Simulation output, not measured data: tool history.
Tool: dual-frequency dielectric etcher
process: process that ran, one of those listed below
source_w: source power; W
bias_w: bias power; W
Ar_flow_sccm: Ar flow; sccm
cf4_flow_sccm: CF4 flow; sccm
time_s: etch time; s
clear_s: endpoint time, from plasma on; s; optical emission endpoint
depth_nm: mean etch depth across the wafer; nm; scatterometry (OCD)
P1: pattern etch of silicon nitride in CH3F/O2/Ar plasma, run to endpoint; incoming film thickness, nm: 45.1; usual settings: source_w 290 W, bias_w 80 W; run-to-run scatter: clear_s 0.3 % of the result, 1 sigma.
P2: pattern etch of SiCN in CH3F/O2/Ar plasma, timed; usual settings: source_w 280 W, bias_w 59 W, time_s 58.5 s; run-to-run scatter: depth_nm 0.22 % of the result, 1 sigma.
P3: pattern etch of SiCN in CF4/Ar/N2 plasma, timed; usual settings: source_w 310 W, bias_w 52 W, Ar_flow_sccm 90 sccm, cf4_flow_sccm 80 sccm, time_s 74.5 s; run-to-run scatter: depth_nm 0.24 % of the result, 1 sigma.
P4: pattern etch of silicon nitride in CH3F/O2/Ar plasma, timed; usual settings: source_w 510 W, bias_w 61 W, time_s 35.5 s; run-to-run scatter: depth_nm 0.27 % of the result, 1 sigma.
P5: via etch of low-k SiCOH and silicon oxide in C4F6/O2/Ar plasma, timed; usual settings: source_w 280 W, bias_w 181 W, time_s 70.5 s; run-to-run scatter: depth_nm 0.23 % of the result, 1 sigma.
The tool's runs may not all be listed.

run   hour  process  source_w  bias_w  Ar_flow_sccm  cf4_flow_sccm  time_s  clear_s  depth_nm
  1   10.7       P1       290      80                                        74.196
  2   19.7       P3       310      52            68             80    74.5             46.251
  3   33.9       P5       280     181                                102.5            252.830
  4   50.5       P3       310      52            90             80    74.5             44.511
  5   61.9       P5       280     181                                 70.5            174.290
  6   70.0       P1       350      49                                        80.741
  7   85.0       P5       280     235                                 70.5            189.760
  8   96.2       P1       290     104                                        67.021
  9  110.1       P4       510      61                                 35.5             25.948
 10  120.1       P2       280      59                                 58.5             17.441
 11  135.3       P1       380     104                                        60.475
 12  152.4       P1       210      80                                        83.208
 13  165.7       P4       390      61                                 35.5             23.349
 14  175.6       P2       220      59                                 58.5             15.907
 15  186.3       P1       290      48                                        87.692
 16  203.5       P3       310      52            90             50    74.5             41.291
 17  216.2       P1       290      80                                        73.399
 18  230.0       P1       290      80                                        74.081
 19  245.7       P4       510      82                                 35.5             28.564
 20  254.8       P5       280     181                                 70.5            174.570
 21  269.9       P2       280      75                                 58.5             18.967
 22  278.4       P5       210     181                                 70.5            155.470
 23  294.3       P4       510      61                                 26.0             18.987
 24  310.5       P2       280      59                                 86.0             25.726
 25  327.2       P3       420      52            90             80    74.5             58.295
 26  344.2       P1       210     101                                        76.319
 27  358.1       P1       390      80                                        66.152
 28  372.3       P1       290      80                                        73.673
 29  386.0       P1       290      80                                        73.908
 30  396.6       P3       310      35            90             80    74.5             39.502
 31  408.3       P3       310      52            90             80    48.5             29.006
 32  424.7       P1       290      80                                        73.802
 33  441.2       P1       290      80                                        73.406
 34  458.1       P1       290      80                                        72.955
 35  472.9       P1       290      80                                        72.637
 36  481.2       P1       290      80                                        72.799
 37  496.2       P1       290      80                                        72.519
     497.1  -- wet clean of the chamber
 38  507.7       P1       290      80                                        72.906
 39  524.9       P1       290      80                                        72.701

What P1 gives has crept away from where it was. These 2 causes fit the log equally well, each at the size given:
A: bias power that arrives over what is set, % = 4.28
B: source power that arrives over what is set, % = 4.12
The creep began at about hour 424.7.
Why every other cause is out:
chamber walls in a state that raises the etch rate, %: serviced at hour 497.1, which brought nothing back

4 check runs are offered, one wafer each, their results left as question marks. Which one tells the causes apart?
check 1  542.1       P5       280     181                                 70.5                  ?
check 2  542.1       P2       280      59                                 58.5                  ?
check 3  542.1       P3       310      52            90             80    74.5                  ?
check 4  542.1       P4       510      61                                 35.5                  ?

What each check would give under each cause:
  check    result     if A     if B
check 1  depth_nm  176.780  177.130
check 2  depth_nm   17.729   17.740
check 3  depth_nm   45.172   46.192
check 4  depth_nm   26.282   26.335
How far apart the two closest causes lie, in the result that separates them most: check 1 0.19 %; check 2 0.06 %; check 3 2.23 %; check 4 0.2 %
Only check 3 tells the causes apart: in the others they would give nearly the same result.

Then check 3 was run and gave: depth_nm 45.113 nm. Which cause is it?

It is A: bias power that arrives over what is set, %.
